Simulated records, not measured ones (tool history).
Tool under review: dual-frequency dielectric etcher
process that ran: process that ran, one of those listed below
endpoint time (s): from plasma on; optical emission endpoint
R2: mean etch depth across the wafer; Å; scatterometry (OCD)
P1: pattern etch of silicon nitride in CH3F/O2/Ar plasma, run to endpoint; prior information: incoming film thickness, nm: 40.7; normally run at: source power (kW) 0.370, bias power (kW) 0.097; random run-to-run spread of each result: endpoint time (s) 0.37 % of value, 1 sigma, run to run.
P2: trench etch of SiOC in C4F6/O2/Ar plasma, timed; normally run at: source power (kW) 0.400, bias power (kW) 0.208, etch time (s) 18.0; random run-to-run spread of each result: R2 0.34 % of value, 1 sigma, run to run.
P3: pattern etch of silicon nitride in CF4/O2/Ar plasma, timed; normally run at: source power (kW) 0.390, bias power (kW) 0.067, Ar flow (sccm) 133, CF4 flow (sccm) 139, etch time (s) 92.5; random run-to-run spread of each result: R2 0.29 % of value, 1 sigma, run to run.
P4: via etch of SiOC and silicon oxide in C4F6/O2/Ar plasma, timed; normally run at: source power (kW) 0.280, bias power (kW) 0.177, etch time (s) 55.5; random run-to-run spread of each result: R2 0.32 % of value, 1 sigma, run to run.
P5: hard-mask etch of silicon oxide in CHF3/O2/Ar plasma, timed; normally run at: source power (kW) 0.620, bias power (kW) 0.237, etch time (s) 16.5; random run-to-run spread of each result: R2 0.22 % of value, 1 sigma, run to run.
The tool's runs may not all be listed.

run 1 day=0.212 | process_that_ran=P1 source_power_(kW)=0.370 bias_power_(kW)=0.097 | endpoint_time_(s)=54.374
run 2 day=0.362 | process_that_ran=P5 source_power_(kW)=0.870 bias_power_(kW)=0.237 etch_time_(s)=16.5 | R2=413.75
run 3 day=0.588 | process_that_ran=P3 source_power_(kW)=0.290 bias_power_(kW)=0.067 etch_time_(s)=92.5 Ar_flow_(sccm)=133 CF4_flow_(sccm)=139 | R2=1266.80
run 4 day=0.725 | process_that_ran=P5 source_power_(kW)=0.620 bias_power_(kW)=0.237 etch_time_(s)=16.5 | R2=363.37
run 5 day=0.871 | process_that_ran=P4 source_power_(kW)=0.280 bias_power_(kW)=0.177 etch_time_(s)=38.5 | R2=376.92
run 6 day=1.038 | process_that_ran=P1 source_power_(kW)=0.370 bias_power_(kW)=0.097 | endpoint_time_(s)=54.235
run 7 day=1.171 | process_that_ran=P3 source_power_(kW)=0.390 bias_power_(kW)=0.067 etch_time_(s)=92.5 Ar_flow_(sccm)=133 CF4_flow_(sccm)=139 | R2=1638.30
run 8 day=1.321 | process_that_ran=P5 source_power_(kW)=0.620 bias_power_(kW)=0.237 etch_time_(s)=9.0 | R2=198.56
run 9 day=1.496 | process_that_ran=P4 source_power_(kW)=0.210 bias_power_(kW)=0.177 etch_time_(s)=55.5 | R2=484.31
run 10 day=1.633 | process_that_ran=P5 source_power_(kW)=0.620 bias_power_(kW)=0.145 etch_time_(s)=16.5 | R2=309.07
run 11 day=1.904 | process_that_ran=P1 source_power_(kW)=0.460 bias_power_(kW)=0.118 | endpoint_time_(s)=46.587
run 12 day=2.079 | process_that_ran=P4 source_power_(kW)=0.280 bias_power_(kW)=0.116 etch_time_(s)=55.5 | R2=473.13
run 13 day=2.329 | process_that_ran=P2 source_power_(kW)=0.510 bias_power_(kW)=0.208 etch_time_(s)=18.0 | R2=442.03
run 14 day=2.533 | process_that_ran=P2 source_power_(kW)=0.400 bias_power_(kW)=0.268 etch_time_(s)=18.0 | R2=438.35
run 15 day=2.771 | process_that_ran=P3 source_power_(kW)=0.390 bias_power_(kW)=0.053 etch_time_(s)=92.5 Ar_flow_(sccm)=133 CF4_flow_(sccm)=139 | R2=1499.60
run 16 day=2.946 | process_that_ran=P1 source_power_(kW)=0.480 bias_power_(kW)=0.097 | endpoint_time_(s)=49.030
run 17 day=3.092 | process_that_ran=P1 source_power_(kW)=0.310 bias_power_(kW)=0.122 | endpoint_time_(s)=52.811
run 18 day=3.221 | process_that_ran=P1 source_power_(kW)=0.370 bias_power_(kW)=0.097 | endpoint_time_(s)=54.182
run 19 day=3.404 | process_that_ran=P2 source_power_(kW)=0.400 bias_power_(kW)=0.208 etch_time_(s)=18.0 | R2=404.07
run 20 day=3.529 | process_that_ran=P1 source_power_(kW)=0.250 bias_power_(kW)=0.066 | endpoint_time_(s)=71.954
run 21 day=3.746 | process_that_ran=P1 source_power_(kW)=0.370 bias_power_(kW)=0.117 | endpoint_time_(s)=50.471
run 22 day=3.900 | process_that_ran=P2 source_power_(kW)=0.400 bias_power_(kW)=0.208 etch_time_(s)=24.5 | R2=551.91
run 23 day=4.042 | process_that_ran=P1 source_power_(kW)=0.370 bias_power_(kW)=0.059 | endpoint_time_(s)=64.032
run 24 day=4.267 | process_that_ran=P1 source_power_(kW)=0.260 bias_power_(kW)=0.097 | endpoint_time_(s)=61.644
run 25 day=4.462 | process_that_ran=P3 source_power_(kW)=0.390 bias_power_(kW)=0.067 etch_time_(s)=61.0 Ar_flow_(sccm)=133 CF4_flow_(sccm)=139 | R2=1084.70
run 26 day=4.638 | process_that_ran=P4 source_power_(kW)=0.280 bias_power_(kW)=0.177 etch_time_(s)=55.5 | R2=542.20
run 27 day=4.779 | process_that_ran=P1 source_power_(kW)=0.370 bias_power_(kW)=0.097 | endpoint_time_(s)=54.405
run 28 day=4.958 | process_that_ran=P3 source_power_(kW)=0.390 bias_power_(kW)=0.067 etch_time_(s)=92.5 Ar_flow_(sccm)=133 CF4_flow_(sccm)=165 | R2=1666.20
run 29 day=5.188 | process_that_ran=P1 source_power_(kW)=0.370 bias_power_(kW)=0.097 | endpoint_time_(s)=53.641
run 30 day=5.358 | process_that_ran=P3 source_power_(kW)=0.390 bias_power_(kW)=0.067 etch_time_(s)=92.5 Ar_flow_(sccm)=170 CF4_flow_(sccm)=139 | R2=1598.60
run 31 day=5.596 | process_that_ran=P3 source_power_(kW)=0.390 bias_power_(kW)=0.067 etch_time_(s)=92.5 Ar_flow_(sccm)=133 CF4_flow_(sccm)=139 | R2=1637.40
run 32 day=5.762 | process_that_ran=P5 source_power_(kW)=0.620 bias_power_(kW)=0.237 etch_time_(s)=16.5 | R2=363.64
run 33 day=5.925 | process_that_ran=P1 source_power_(kW)=0.370 bias_power_(kW)=0.097 | endpoint_time_(s)=54.019
run 34 day=6.171 | process_that_ran=P1 source_power_(kW)=0.370 bias_power_(kW)=0.097 | endpoint_time_(s)=54.463
run 35 day=6.412 | process_that_ran=P1 source_power_(kW)=0.370 bias_power_(kW)=0.097 | endpoint_time_(s)=54.370
run 36 day=6.683 | process_that_ran=P1 source_power_(kW)=0.370 bias_power_(kW)=0.097 | endpoint_time_(s)=54.798
run 37 day=6.862 | process_that_ran=P1 source_power_(kW)=0.370 bias_power_(kW)=0.097 | endpoint_time_(s)=54.679
run 38 day=7.096 | process_that_ran=P1 source_power_(kW)=0.370 bias_power_(kW)=0.097 | endpoint_time_(s)=54.741
run 39 day=7.312 | process_that_ran=P1 source_power_(kW)=0.370 bias_power_(kW)=0.097 | endpoint_time_(s)=54.986
run 40 day=7.504 | process_that_ran=P1 source_power_(kW)=0.370 bias_power_(kW)=0.097 | endpoint_time_(s)=55.049
-- day=7.596 wet clean of the chamber
run 41 day=7.633 | process_that_ran=P1 source_power_(kW)=0.370 bias_power_(kW)=0.097 | endpoint_time_(s)=55.251
run 42 day=7.758 | process_that_ran=P1 source_power_(kW)=0.370 bias_power_(kW)=0.097 | endpoint_time_(s)=54.842
run 43 day=7.921 | process_that_ran=P1 source_power_(kW)=0.370 bias_power_(kW)=0.097 | endpoint_time_(s)=54.814
run 44 day=8.188 | process_that_ran=P1 source_power_(kW)=0.370 bias_power_(kW)=0.097 | endpoint_time_(s)=54.652
run 45 day=8.308 | process_that_ran=P1 source_power_(kW)=0.370 bias_power_(kW)=0.097 | endpoint_time_(s)=54.937

P1 has crept away from where it was. The log is fitted equally well by each of these 2 causes, at the sizes shown:
A: bias power that arrives under what is set, % = 4.99
B: source power that arrives under what is set, % = 4.89
The gradual shift began around day 6.171.
Every other cause this tool's parts could produce, and why it does not fit the log:
chamber walls in a state that lowers the etch rate, %: work on it at day 7.596, done after the drift set in, did not restore what the process gave before

Of the 4 check runs listed below, each run on one wafer and each result written as a question mark, which would let you distinguish the listed causes because they would give clearly different results?
run check 1 day=8.429 | process_that_ran=P2 source_power_(kW)=0.400 bias_power_(kW)=0.208 etch_time_(s)=18.0 | R2=?
run check 2 day=8.429 | process_that_ran=P4 source_power_(kW)=0.280 bias_power_(kW)=0.177 etch_time_(s)=55.5 | R2=?
run check 3 day=8.429 | process_that_ran=P5 source_power_(kW)=0.620 bias_power_(kW)=0.237 etch_time_(s)=16.5 | R2=?
run check 4 day=8.429 | process_that_ran=P3 source_power_(kW)=0.390 bias_power_(kW)=0.067 etch_time_(s)=92.5 Ar_flow_(sccm)=133 CF4_flow_(sccm)=139 | R2=?

What each check would give under each cause:
check=check_1 result=R2 if_A=396.70 if_B=395.62
check=check_2 result=R2 if_A=532.40 if_B=531.05
check=check_3 result=R2 if_A=357.64 if_B=357.33
check=check_4 result=R2 if_A=1607.10 if_B=1570.60
Gap, in per cent, between the two causes that each check separates least, read from the result that separates them most: check 1 0.27 %; check 2 0.25 %; check 3 0.09 %; check 4 2.3 %
Check 4 tells the causes apart: in the others they would give nearly the same result.

With check 4 done, the readings were: R2 1606.30 Å. Identify which of the listed causes applies.

A is the cause: bias power that arrives under what is set, %.

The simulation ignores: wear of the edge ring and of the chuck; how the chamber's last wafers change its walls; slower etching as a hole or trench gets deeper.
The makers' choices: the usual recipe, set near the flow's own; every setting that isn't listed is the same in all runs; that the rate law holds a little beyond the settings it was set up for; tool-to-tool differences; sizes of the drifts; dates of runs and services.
